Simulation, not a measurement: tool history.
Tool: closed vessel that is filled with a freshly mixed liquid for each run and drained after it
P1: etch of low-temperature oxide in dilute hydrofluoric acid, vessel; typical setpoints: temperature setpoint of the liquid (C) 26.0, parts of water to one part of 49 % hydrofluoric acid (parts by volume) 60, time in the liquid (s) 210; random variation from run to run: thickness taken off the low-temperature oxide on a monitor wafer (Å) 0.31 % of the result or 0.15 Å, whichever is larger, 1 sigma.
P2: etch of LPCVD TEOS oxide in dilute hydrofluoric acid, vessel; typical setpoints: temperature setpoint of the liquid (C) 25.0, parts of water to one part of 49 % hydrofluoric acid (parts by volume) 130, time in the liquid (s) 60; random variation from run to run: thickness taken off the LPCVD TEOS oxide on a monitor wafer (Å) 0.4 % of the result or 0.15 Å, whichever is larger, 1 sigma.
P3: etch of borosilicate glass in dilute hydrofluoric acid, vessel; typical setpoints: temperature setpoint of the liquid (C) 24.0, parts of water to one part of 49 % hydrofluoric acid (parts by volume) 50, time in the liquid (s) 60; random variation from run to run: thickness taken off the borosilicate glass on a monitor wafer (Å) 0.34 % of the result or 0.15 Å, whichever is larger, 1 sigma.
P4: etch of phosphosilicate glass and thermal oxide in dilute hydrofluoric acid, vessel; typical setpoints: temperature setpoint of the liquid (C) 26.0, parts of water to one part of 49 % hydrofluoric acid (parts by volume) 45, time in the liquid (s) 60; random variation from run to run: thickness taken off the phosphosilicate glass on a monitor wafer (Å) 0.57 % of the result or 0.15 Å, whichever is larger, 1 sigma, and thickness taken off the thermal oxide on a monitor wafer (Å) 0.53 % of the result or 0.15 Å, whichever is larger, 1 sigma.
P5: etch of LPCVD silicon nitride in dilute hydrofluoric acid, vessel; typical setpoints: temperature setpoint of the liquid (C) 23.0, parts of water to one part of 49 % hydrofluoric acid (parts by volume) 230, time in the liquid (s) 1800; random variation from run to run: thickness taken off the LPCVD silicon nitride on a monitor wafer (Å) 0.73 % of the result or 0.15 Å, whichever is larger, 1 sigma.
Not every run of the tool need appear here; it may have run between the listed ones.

| run | day | process that ran | temperature setpoint of the liquid (C) | parts of water to one part of 49 % hydrofluoric acid (parts by volume) | time in the liquid (s) | hours since the thermometer was replaced | hours since the hydrofluoric acid flow meter was replaced | thickness taken off the low-temperature oxide on a monitor wafer (Å) | thickness taken off the phosphosilicate glass on a monitor wafer (Å) | thickness taken off the thermal oxide on a monitor wafer (Å) | thickness taken off the borosilicate glass on a monitor wafer (Å) | thickness taken off the LPCVD TEOS oxide on a monitor wafer (Å) | thickness taken off the LPCVD silicon nitride on a monitor wafer (Å) |
|---|---|---|---|---|---|---|---|---|---|---|---|---|---|
| 1 | 0.146 | P1 | 26.0 | 60 | 210 | 123.5 | 1521.3 | 447.37 |  |  |  |  |  |
| 2 | 0.429 | P4 | 26.0 | 70 | 60 | 130.3 | 1528.1 |  | 1289.7 | 47.008 |  |  |  |
| 3 | 0.617 | P1 | 21.5 | 60 | 210 | 134.8 | 1532.6 | 371.99 |  |  |  |  |  |
| 4 | 0.862 | P1 | 22.0 | 25 | 210 | 140.7 | 1538.5 | 948.15 |  |  |  |  |  |
| 5 | 1.121 | P3 | 24.0 | 50 | 60 | 146.9 | 1544.7 |  |  |  | 378.15 |  |  |
| 6 | 1.354 | P3 | 24.0 | 50 | 30 | 152.5 | 1550.3 |  |  |  | 189.93 |  |  |
| 7 | 1.496 | P2 | 29.0 | 130 | 60 | 155.9 | 1553.7 |  |  |  |  | 118.76 |  |
| 8 | 1.683 | P4 | 26.0 | 45 | 60 | 160.4 | 1558.2 |  | 2066.7 | 76.186 |  |  |  |
| 9 | 1.850 | P1 | 26.0 | 60 | 210 | 164.4 | 1562.2 | 447.73 |  |  |  |  |  |
| 10 | 2.146 | P5 | 23.0 | 230 | 3365 | 171.5 | 1569.3 |  |  |  |  |  | 62.310 |
| 11 | 2.467 | P2 | 25.0 | 190 | 60 | 179.2 | 1577.0 |  |  |  |  | 64.22 |  |
| 12 | 2.696 | P4 | 33.5 | 45 | 60 | 184.7 | 1582.5 |  | 2809.5 | 101.530 |  |  |  |
| 13 | 2.908 | P3 | 28.0 | 50 | 60 | 189.8 | 1587.6 |  |  |  | 446.82 |  |  |
| 14 | 3.200 | P5 | 23.0 | 230 | 1800 | 196.8 | 1594.6 |  |  |  |  |  | 33.465 |
| 15 | 3.404 | P4 | 26.0 | 45 | 30 | 201.7 | 1599.5 |  | 1034.6 | 37.948 |  |  |  |
| 16 | 3.667 | P3 | 24.0 | 90 | 60 | 208.0 | 1605.8 |  |  |  | 200.97 |  |  |
|  | 3.771 | hydrofluoric acid flow meter replaced |
| 17 | 3.917 | P1 | 26.0 | 60 | 210 | 214.0 | 3.5 | 447.17 |  |  |  |  |  |
| 18 | 4.083 | P2 | 25.0 | 130 | 60 | 218.0 | 7.5 |  |  |  |  | 100.57 |  |
| 19 | 4.229 | P5 | 23.0 | 70 | 1800 | 221.5 | 11.0 |  |  |  |  |  | 107.990 |
| 20 | 4.396 | P1 | 26.0 | 60 | 375 | 225.5 | 15.0 | 800.51 |  |  |  |  |  |
| 21 | 4.604 | P5 | 18.5 | 230 | 1800 | 230.5 | 20.0 |  |  |  |  |  | 24.898 |

What will run 22 give?
| 22 | 4.817 | P1 | 26.0 | 60 | 210 | 235.6 | 25.1 | ? |  |  |  |  |  |

thickness taken off the low-temperature oxide on a monitor wafer (Å): 445.78

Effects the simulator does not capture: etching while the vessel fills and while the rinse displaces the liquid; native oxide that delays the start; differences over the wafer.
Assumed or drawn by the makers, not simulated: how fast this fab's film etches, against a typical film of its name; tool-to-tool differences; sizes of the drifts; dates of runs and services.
